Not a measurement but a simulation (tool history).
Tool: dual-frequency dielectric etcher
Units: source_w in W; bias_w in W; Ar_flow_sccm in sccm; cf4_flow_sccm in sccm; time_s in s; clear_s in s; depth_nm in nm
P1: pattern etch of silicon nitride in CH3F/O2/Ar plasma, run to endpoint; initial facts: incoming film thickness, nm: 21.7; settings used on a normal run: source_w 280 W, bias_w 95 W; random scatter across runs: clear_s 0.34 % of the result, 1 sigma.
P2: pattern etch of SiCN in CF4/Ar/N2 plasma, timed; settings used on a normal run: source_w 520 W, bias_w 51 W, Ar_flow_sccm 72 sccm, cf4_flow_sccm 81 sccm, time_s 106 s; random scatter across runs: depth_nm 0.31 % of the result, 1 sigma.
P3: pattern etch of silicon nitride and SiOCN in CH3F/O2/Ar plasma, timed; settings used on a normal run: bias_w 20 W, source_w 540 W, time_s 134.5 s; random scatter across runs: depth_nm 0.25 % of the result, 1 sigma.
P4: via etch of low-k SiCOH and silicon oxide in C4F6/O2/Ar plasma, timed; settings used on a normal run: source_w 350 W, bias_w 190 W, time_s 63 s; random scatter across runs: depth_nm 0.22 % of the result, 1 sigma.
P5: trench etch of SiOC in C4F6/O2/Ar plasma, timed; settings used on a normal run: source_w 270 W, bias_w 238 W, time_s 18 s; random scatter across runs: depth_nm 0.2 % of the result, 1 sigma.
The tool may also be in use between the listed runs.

{"run": 1, "day": 0.338, "process": "P1", "source_w": 280, "bias_w": 95, "clear_s": 33.075}
{"run": 2, "day": 0.771, "process": "P2", "source_w": 520, "bias_w": 32, "Ar_flow_sccm": 72, "cf4_flow_sccm": 81, "time_s": 106, "depth_nm": 88.567}
{"run": 3, "day": 1.033, "process": "P5", "source_w": 270, "bias_w": 238, "time_s": 10, "depth_nm": 19.82}
{"run": 4, "day": 1.554, "process": "P4", "source_w": 240, "bias_w": 190, "time_s": 63, "depth_nm": 147.65}
{"run": 5, "day": 2.046, "process": "P1", "source_w": 280, "bias_w": 95, "clear_s": 33.123}
{"run": 6, "day": 2.542, "process": "P3", "source_w": 540, "bias_w": 20, "time_s": 93.5, "depth_nm": 13.109}
{"run": 7, "day": 3.008, "process": "P2", "source_w": 520, "bias_w": 51, "Ar_flow_sccm": 72, "cf4_flow_sccm": 81, "time_s": 71, "depth_nm": 67.254}
{"run": 8, "day": 3.454, "process": "P1", "source_w": 280, "bias_w": 58, "clear_s": 39.102}
{"run": 9, "day": 4.025, "process": "P3", "source_w": 540, "bias_w": 20, "time_s": 134.5, "depth_nm": 18.885}
{"run": 10, "day": 4.533, "process": "P1", "source_w": 170, "bias_w": 95, "clear_s": 39.45}
{"run": 11, "day": 4.796, "process": "P2", "source_w": 520, "bias_w": 51, "Ar_flow_sccm": 59, "cf4_flow_sccm": 81, "time_s": 106, "depth_nm": 103.77}
{"run": 12, "day": 5.371, "process": "P1", "source_w": 220, "bias_w": 75, "clear_s": 39.18}
{"run": 13, "day": 5.746, "process": "P5", "source_w": 340, "bias_w": 238, "time_s": 18, "depth_nm": 38.899}
{"run": 14, "day": 6.158, "process": "P4", "source_w": 350, "bias_w": 190, "time_s": 63, "depth_nm": 170.88}
{"run": 15, "day": 6.567, "process": "P2", "source_w": 520, "bias_w": 51, "Ar_flow_sccm": 72, "cf4_flow_sccm": 58, "time_s": 106, "depth_nm": 95.293}
{"run": 16, "day": 6.921, "process": "P2", "source_w": 520, "bias_w": 51, "Ar_flow_sccm": 72, "cf4_flow_sccm": 81, "time_s": 106, "depth_nm": 100.1}
{"run": 17, "day": 7.258, "process": "P5", "source_w": 270, "bias_w": 165, "time_s": 18, "depth_nm": 31.512}
{"run": 18, "day": 7.538, "process": "P1", "source_w": 280, "bias_w": 120, "clear_s": 30.167}
{"run": 19, "day": 7.904, "process": "P1", "source_w": 280, "bias_w": 95, "clear_s": 33.027}
{"run": 20, "day": 8.408, "process": "P5", "source_w": 270, "bias_w": 238, "time_s": 18, "depth_nm": 35.72}
{"run": 21, "day": 9.0, "process": "P1", "source_w": 340, "bias_w": 95, "clear_s": 30.777}
{"run": 22, "day": 9.325, "process": "P4", "source_w": 350, "bias_w": 190, "time_s": 94, "depth_nm": 255.04}

Estimate the outcome of run 23 from the log above:
{"run": 23, "day": 9.679, "process": "P3", "source_w": 540, "bias_w": 26, "time_s": 134.5, "depth_nm": "?"}

{"run 23": {"depth_nm": 21.206}}
